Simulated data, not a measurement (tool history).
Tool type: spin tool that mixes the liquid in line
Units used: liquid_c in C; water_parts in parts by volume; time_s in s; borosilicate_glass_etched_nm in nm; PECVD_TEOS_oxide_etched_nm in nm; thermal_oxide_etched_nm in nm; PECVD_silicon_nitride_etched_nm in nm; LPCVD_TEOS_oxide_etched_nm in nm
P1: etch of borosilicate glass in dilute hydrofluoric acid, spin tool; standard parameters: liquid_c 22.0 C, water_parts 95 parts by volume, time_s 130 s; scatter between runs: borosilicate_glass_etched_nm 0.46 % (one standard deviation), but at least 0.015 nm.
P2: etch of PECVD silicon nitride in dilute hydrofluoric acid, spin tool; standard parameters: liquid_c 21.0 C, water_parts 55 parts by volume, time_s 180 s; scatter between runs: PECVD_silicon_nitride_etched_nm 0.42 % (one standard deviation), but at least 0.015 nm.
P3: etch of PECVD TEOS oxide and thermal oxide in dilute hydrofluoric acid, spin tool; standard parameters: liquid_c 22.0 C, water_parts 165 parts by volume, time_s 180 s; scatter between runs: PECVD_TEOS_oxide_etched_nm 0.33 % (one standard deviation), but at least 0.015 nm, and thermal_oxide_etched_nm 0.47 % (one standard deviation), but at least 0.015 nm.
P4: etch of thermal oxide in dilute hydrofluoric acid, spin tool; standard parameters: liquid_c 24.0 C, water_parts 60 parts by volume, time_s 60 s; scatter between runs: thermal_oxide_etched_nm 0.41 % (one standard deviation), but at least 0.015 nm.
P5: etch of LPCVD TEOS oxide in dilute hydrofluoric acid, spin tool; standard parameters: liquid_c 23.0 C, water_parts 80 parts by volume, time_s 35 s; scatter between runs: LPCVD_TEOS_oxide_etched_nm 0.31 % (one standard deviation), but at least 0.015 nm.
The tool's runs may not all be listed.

run	day	process	liquid_c	water_parts	time_s	borosilicate_glass_etched_nm	PECVD_TEOS_oxide_etched_nm	thermal_oxide_etched_nm	PECVD_silicon_nitride_etched_nm	LPCVD_TEOS_oxide_etched_nm
1	0.400	P1	22.0	95	130	34.8510				
2	1.104	P3	26.0	165	180		14.062	5.2526		
3	1.433	P2	21.0	55	180				9.8826	
4	2.167	P4	24.0	60	60			4.9139		
5	2.792	P2	21.0	20	180				26.1690	
6	3.262	P1	22.0	95	25	6.7361				
7	3.858	P5	23.0	50	35					21.327
8	4.529	P1	22.0	95	210	55.9480				
9	5.029	P1	22.0	135	130	23.2950				
10	5.483	P3	22.0	85	180		25.638	9.7385		
11	6.083	P1	26.5	95	45	14.3760				
12	6.571	P4	24.0	60	85			6.9676		
13	7.200	P5	23.0	80	50					18.339
14	7.892	P2	17.0	55	180				7.4000	
15	8.350	P3	22.0	165	340		22.767	8.6588		
16	9.071	P1	22.0	95	130	34.8740				
17	9.783	P2	21.0	55	50				2.7365	
18	10.212	P1	22.0	20	130	181.2300				
19	10.717	P5	23.0	80	35					12.873
20	11.279	P4	31.0	60	60			6.4724		
21	11.775	P1	22.0	95	130	34.6150				
22	12.496	P1	22.0	95	130	34.5860				
23	13.125	P5	17.0	80	35					10.012
24	13.779	P1	17.0	95	130	28.2630				
25	14.388	P3	22.0	165	180		12.065	4.5542		
26	14.942	P2	21.0	55	180				9.9365	
27	15.521	P1	22.0	95	130	34.8420				
28	15.875	P4	24.0	100	60			2.7825		
29	16.246	P1	22.0	95	130	34.5500				
30	16.850	P1	30.5	95	130	48.2810				
31	17.267	P1	22.0	95	130	34.7460				
32	17.912	P1	22.0	95	130	36.1820				
33	18.546	P1	22.0	95	130	37.0460				
34	19.246	P1	22.0	95	130	36.8690				
35	19.625	P1	22.0	95	130	37.0510				
36	20.275	P1	22.0	95	130	37.3110				
37	20.754	P1	22.0	95	130	37.6500				

The log shows P1 creeping away from where it was. Any of the 2 causes listed here, at the size stated for it, fits the log just as well as the others:
A: hydrofluoric acid flow above the setpoint (%) = 6.76
B: liquid hotter than its thermometer reads (K) = 1.81
The drift started at roughly day 17.267.

Each of the 4 check runs below uses one wafer; its results are left as question marks. Which run tells the causes apart?
check 1	21.233	P4	24.0	60	60			?		
check 2	21.233	P2	21.0	55	180				?	
check 3	21.233	P5	23.0	80	35					?
check 4	21.233	P3	22.0	165	180		?	?		

What every check run would give for each of its results, assuming each possible cause in turn:
check	result	if A	if B
check 1	thermal_oxide_etched_nm	5.2877	5.3033
check 2	PECVD_silicon_nitride_etched_nm	10.5160	11.1660
check 3	LPCVD_TEOS_oxide_etched_nm	13.775	13.790
check 4	PECVD_TEOS_oxide_etched_nm	13.041	12.944
check 4	thermal_oxide_etched_nm	4.9163	4.8800
Distance between the nearest two causes, measured in the result of the check that separates them most: check 1 0.29 %; check 2 6 %; check 3 0.11 %; check 4 0.74 %
Only check 2 tells the causes apart: in the others they would give nearly the same result.

Here is what check 2 returned: PECVD_silicon_nitride_etched_nm 10.5080 nm. Which cause is it?

Of the candidate causes, it is A: hydrofluoric acid flow above the setpoint (%).
